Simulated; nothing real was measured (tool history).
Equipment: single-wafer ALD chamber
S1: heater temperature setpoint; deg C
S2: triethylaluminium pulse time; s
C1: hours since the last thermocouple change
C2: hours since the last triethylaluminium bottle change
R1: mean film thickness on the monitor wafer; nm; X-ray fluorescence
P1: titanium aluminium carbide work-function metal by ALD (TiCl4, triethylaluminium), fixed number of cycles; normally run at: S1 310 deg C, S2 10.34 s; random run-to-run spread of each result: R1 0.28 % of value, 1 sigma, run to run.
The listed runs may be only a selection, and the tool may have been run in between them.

run,hour,S1,S2,C1,C2,R1
1,3.1,310,10.34,255.9,1296.8,2.1539
2,5.6,310,10.34,258.4,1299.3,2.1505
3,10.9,310,13.67,263.7,1304.6,2.1927
4,15.4,321,10.34,268.2,1309.1,2.2536
5,20.7,310,10.34,273.5,1314.4,2.1575
6,25.3,310,10.34,278.1,1319.0,2.1555
7,29.8,310,10.34,282.6,1323.5,2.1566
8,33.7,310,10.34,286.5,1327.4,2.1467
9,38.3,288,7.47,291.1,1332.0,1.8600
10,40.9,310,10.34,293.7,1334.6,2.1470
11,43.7,292,6.08,296.5,1337.4,1.8013
12,47.1,289,10.34,299.9,1340.8,1.9600
13,51.7,290,15.19,304.5,1345.4,2.0230
14,56.0,310,3.65,308.8,1349.7,1.5952
15,58.8,310,10.34,311.6,1352.5,2.1495
16,61.6,310,10.34,314.4,1355.3,2.1583
17,66.5,310,10.34,319.3,1360.2,2.1347
18,71.3,310,10.34,324.1,1365.0,2.1334
19,75.1,310,10.34,327.9,1368.8,2.1186
20,78.7,310,10.34,331.5,1372.4,2.1311
21,83.6,310,10.34,336.4,1377.3,2.1169
22,87.0,310,10.34,339.8,1380.7,2.1187
23,91.4,310,10.34,344.2,1385.1,2.1166
24,95.0,310,10.34,347.8,1388.7,2.1242
25,99.9,310,10.34,352.7,1393.6,2.1094
26,103.7,310,10.34,356.5,1397.4,2.1216

P1 has crept away from where it was. The log is fitted equally well by each of these 2 causes, at the sizes shown:
A: wafer temperature below the value expected at the setpoint (K) = 4.06
B: triethylaluminium dose below that of a fresh bottle (%) = 12.9
The creep began at about hour 58.8.

Each of the 4 check runs below uses one wafer; its results are left as question marks. Which run tells the causes apart?
check 1,107.5,298,10.34,,,?
check 2,107.5,297,10.34,,,?
check 3,107.5,290,10.34,,,?
check 4,107.5,291,3.84,,,?

How each check would come out, cause by cause:
check,result,if A,if B
check 1,R1,2.0078,2.0093
check 2,R1,1.9989,2.0005
check 3,R1,1.9368,1.9392
check 4,R1,1.4696,1.3957
How far apart the two closest causes lie, in the result that separates them most: check 1 0.07 %; check 2 0.08 %; check 3 0.13 %; check 4 5.16 %
Only in check 4 would the causes give clearly different results; in the remaining checks their results would be nearly the same.

Then check 4 was run and gave: R1 1.3983 nm. Which cause is it?

The correct cause is B, namely: triethylaluminium dose below that of a fresh bottle (%).
